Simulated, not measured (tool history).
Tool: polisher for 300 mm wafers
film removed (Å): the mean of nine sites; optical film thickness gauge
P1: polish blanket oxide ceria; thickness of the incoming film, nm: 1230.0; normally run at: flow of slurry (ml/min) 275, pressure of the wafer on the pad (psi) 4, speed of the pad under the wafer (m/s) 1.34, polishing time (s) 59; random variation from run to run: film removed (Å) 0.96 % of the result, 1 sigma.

run	hour	flow of slurry (ml/min)	pressure of the wafer on the pad (psi)	speed of the pad under the wafer (m/s)	polishing time (s)	wafers polished on this pad	hours since the slurry nozzle was cleaned	hours since the head pressure was calibrated	film removed (Å)
1	4.4	275	4	1.34	59	635	438.9	140	4525.5
2	6.6	275	4	1.34	59	662	441.1	142.2	4584
3	9.1	165	4	1.34	59	693	443.6	144.7	4342.5
4	13.2	275	5.9	1.34	81	744	447.7	148.8	9376.4
5	16.8	275	6.2	1.34	59	788	451.3	152.4	7092.1
6	20.9	275	4	1.34	59	839	455.4	156.5	4598
7	23.2	275	4	1.34	59	867	457.7	158.8	4557.7
8	25.7	275	1.8	1.34	59	898	460.2	161.3	2070.5
9	27.8	275	4	1.34	27	924	462.3	163.4	2122.4
10	30.8	275	4	1.34	59	961	465.3	166.4	4545.4
11	35.1	275	4	1.34	59	1014	469.6	170.7	4670.6
12	38	275	4	0.68	59	1050	472.5	173.6	2351.3
13	40.1	275	4	1.34	59	1076	474.6	175.7	4612.4
14	44.5	365	4	1.34	59	1130	479	180.1	4673.6
15	46.8	275	4	1.74	59	1159	481.3	182.4	6042.2
16	51.2	275	4	1.34	90	1213	485.7	186.8	7020.7
17	54.9	275	4	1.34	59	1259	489.4	190.5	4646.5
18	57.1	275	4	1.34	59	1286	491.6	192.7	4461.6
19	60.4	275	4	1.34	59	1327	494.9	196	4426.1
20	63.3	275	4	1.34	59	1363	497.8	198.9	4446.5
# hour 66.4: head pressure recalibrated
21	67.4	275	4	1.34	59	1413	501.9	1.1	4391.2
22	70.5	275	4	1.34	59	1452	505	4.2	4374.6
23	74.7	275	4	1.34	59	1504	509.2	8.4	4426.7

What P1 gives has crept away from where it was. These 2 causes fit the log equally well, each at the size given:
A: removal rate lost through wear of the pad, % = 5.83
B: slurry flow missing at the pad, % = 38.6
The creep began at about hour 54.9.
Why every other cause is out:
head's pressure below its setpoint, %: serviced at hour 66.4, which brought nothing back

4 check runs are offered, each on 5 wafers whose results are averaged, their results left as question marks. Which one tells the causes apart?
check 1	78.9	275	1.8	1.34	31				?
check 2	78.9	335	4	1.34	90				?
check 3	78.9	165	4	1.34	40				?
check 4	78.9	275	6.1	1.34	59				?

What each check would give under each cause:
check	result	if A	if B
check 1	film removed (Å)	1027.4	1027.3
check 2	film removed (Å)	6745.3	6814
check 3	film removed (Å)	2763.9	2664.5
check 4	film removed (Å)	6626.8	6625.7
How far apart the two closest causes lie, in the result that separates them most: check 1 0.02 %; check 2 1.01 %; check 3 3.66 %; check 4 0.02 %
Only check 3 tells the causes apart: in the others they would give nearly the same result.

Then check 3 was run and gave: film removed (Å) 2665.8. Which cause is it?

It is B: slurry flow missing at the pad, %.
